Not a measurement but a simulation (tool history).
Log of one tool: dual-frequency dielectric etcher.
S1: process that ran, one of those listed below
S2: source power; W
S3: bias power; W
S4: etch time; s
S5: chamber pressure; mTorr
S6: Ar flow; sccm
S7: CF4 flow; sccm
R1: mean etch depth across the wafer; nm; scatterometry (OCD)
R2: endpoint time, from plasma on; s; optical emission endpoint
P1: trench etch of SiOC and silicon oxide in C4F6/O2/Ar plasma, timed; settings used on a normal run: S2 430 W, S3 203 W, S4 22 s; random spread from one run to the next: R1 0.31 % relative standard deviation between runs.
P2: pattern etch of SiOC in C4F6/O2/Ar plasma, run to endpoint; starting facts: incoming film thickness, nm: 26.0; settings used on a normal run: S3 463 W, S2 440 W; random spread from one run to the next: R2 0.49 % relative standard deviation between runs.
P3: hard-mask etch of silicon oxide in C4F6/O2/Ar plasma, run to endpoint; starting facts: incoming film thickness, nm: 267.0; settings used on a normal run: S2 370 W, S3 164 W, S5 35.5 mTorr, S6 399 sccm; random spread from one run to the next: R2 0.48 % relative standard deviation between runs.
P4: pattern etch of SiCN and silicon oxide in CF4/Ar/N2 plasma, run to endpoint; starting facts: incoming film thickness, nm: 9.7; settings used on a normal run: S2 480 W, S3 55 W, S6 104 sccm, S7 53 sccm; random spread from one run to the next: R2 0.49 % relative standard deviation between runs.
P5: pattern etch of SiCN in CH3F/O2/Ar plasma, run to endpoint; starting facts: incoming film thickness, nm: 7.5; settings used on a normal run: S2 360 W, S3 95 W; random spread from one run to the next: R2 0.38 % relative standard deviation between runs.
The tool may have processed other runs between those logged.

| run | day | S1 | S2 | S3 | S4 | S5 | S6 | S7 | R1 | R2 |
|---|---|---|---|---|---|---|---|---|---|---|
| 1 | 0.138 | P1 | 430 | 203 | 22 |  |  |  | 44.546 |  |
| 2 | 0.267 | P5 | 490 | 95 |  |  |  |  |  | 16.224 |
| 3 | 0.383 | P5 | 360 | 55 |  |  |  |  |  | 22.216 |
|  | 0.579 | bias power generator calibrated |
| 4 | 0.612 | P1 | 320 | 126 | 22 |  |  |  | 34.316 |  |
| 5 | 0.879 | P3 | 460 | 164 |  | 35.5 | 399 |  |  | 86.629 |
| 6 | 1.042 | P1 | 430 | 272 | 16.5 |  |  |  | 36.822 |  |
| 7 | 1.246 | P1 | 430 | 277 | 22 |  |  |  | 49.466 |  |
| 8 | 1.512 | P1 | 250 | 166 | 22 |  |  |  | 33.72 |  |
| 9 | 1.704 | P1 | 430 | 203 | 22 |  |  |  | 44.82 |  |
| 10 | 1.829 | P4 | 480 | 55 |  |  | 104 | 53 |  | 12.261 |
|  | 1.846 | source power generator calibrated |
| 11 | 2.1 | P2 | 440 | 463 |  |  |  |  |  | 8.6659 |
| 12 | 2.308 | P1 | 430 | 203 | 17 |  |  |  | 34.46 |  |
| 13 | 2.5 | P1 | 250 | 203 | 22 |  |  |  | 36.3 |  |
| 14 | 2.733 | P2 | 440 | 463 |  |  |  |  |  | 8.7581 |
| 15 | 2.888 | P3 | 370 | 231 |  | 35.5 | 399 |  |  | 84.059 |
| 16 | 3.008 | P3 | 370 | 164 |  | 35.5 | 234 |  |  | 88.11 |
| 17 | 3.158 | P2 | 440 | 637 |  |  |  |  |  | 7.7058 |
| 18 | 3.367 | P1 | 430 | 203 | 22 |  |  |  | 44.645 |  |
| 19 | 3.508 | P1 | 430 | 162 | 22 |  |  |  | 41.558 |  |
| 20 | 3.733 | P4 | 320 | 55 |  |  | 104 | 53 |  | 17.621 |
| 21 | 3.883 | P1 | 430 | 203 | 30.5 |  |  |  | 61.751 |  |
| 22 | 4.038 | P4 | 480 | 55 |  |  | 81 | 53 |  | 11.693 |
| 23 | 4.2 | P3 | 370 | 164 |  | 35.5 | 399 |  |  | 92.834 |
| 24 | 4.388 | P1 | 430 | 203 | 22 |  |  |  | 44.826 |  |
| 25 | 4.512 | P3 | 370 | 164 |  | 35.5 | 399 |  |  | 94.518 |
| 26 | 4.746 | P3 | 370 | 164 |  | 48 | 399 |  |  | 95.986 |
| 27 | 5.008 | P2 | 550 | 463 |  |  |  |  |  | 8.0594 |
| 28 | 5.133 | P4 | 480 | 68 |  |  | 104 | 53 |  | 11.325 |
| 29 | 5.317 | P5 | 360 | 95 |  |  |  |  |  | 18.298 |
| 30 | 5.5 | P4 | 480 | 55 |  |  | 104 | 75 |  | 11.522 |
| 31 | 5.617 | P1 | 560 | 203 | 22 |  |  |  | 49.502 |  |
| 32 | 5.771 | P1 | 430 | 203 | 22 |  |  |  | 44.573 |  |
| 33 | 5.962 | P1 | 430 | 203 | 22 |  |  |  | 44.219 |  |
| 34 | 6.221 | P1 | 430 | 203 | 22 |  |  |  | 44.028 |  |
| 35 | 6.458 | P1 | 430 | 203 | 22 |  |  |  | 44.142 |  |
| 36 | 6.583 | P1 | 430 | 203 | 22 |  |  |  | 44.189 |  |
|  | 6.708 | wet clean of the chamber |
| 37 | 6.758 | P1 | 430 | 203 | 22 |  |  |  | 43.996 |  |
| 38 | 7.025 | P1 | 430 | 203 | 22 |  |  |  | 43.986 |  |
| 39 | 7.15 | P1 | 430 | 203 | 22 |  |  |  | 43.899 |  |
| 40 | 7.35 | P1 | 430 | 203 | 22 |  |  |  | 44.003 |  |

Compared with where it was, what P1 gives has crept away. Each cause listed below fits the log as well as the rest, at the size given for it:
A: bias power that arrives under what is set, % = 4.68
B: source power that arrives under what is set, % = 3.9
The onset of the drift is placed at about day 5.771.
All other causes, with the reason each is excluded:
chamber walls in a state that lowers the etch rate, %: maintenance at day 6.708, after the shift began, did not return the process to its former output

Which of the 4 check runs listed below, each an average over 3 wafers with its results shown as question marks, gives clearly different results under the different listed causes?
| check 1 | 7.55 | P5 | 480 | 73 |  |  |  |  |  | ? |
| check 2 | 7.55 | P2 | 540 | 608 |  |  |  |  |  | ? |
| check 3 | 7.55 | P4 | 480 | 55 |  |  | 82 | 72 |  | ? |
| check 4 | 7.55 | P3 | 450 | 229 |  | 35.5 | 399 |  |  | ? |

What every check run would give for each of its results, assuming each possible cause in turn:
| check | result | if A | if B |
|---|---|---|---|
| check 1 | R2 | 18.353 | 18.323 |
| check 2 | R2 | 7.4133 | 7.3878 |
| check 3 | R2 | 11.34 | 11.581 |
| check 4 | R2 | 79.088 | 79.056 |
Per-check spread between the two closest causes, in the result where they differ most: check 1 0.17 %; check 2 0.35 %; check 3 2.11 %; check 4 0.04 %
Of the check runs offered, only check 3 discriminates between the causes; the rest would read about the same regardless of which cause applies.

After running check 3, the following was obtained: R2 11.351 s. Which cause does this point to?

Of the candidate causes, it is A: bias power that arrives under what is set, %.
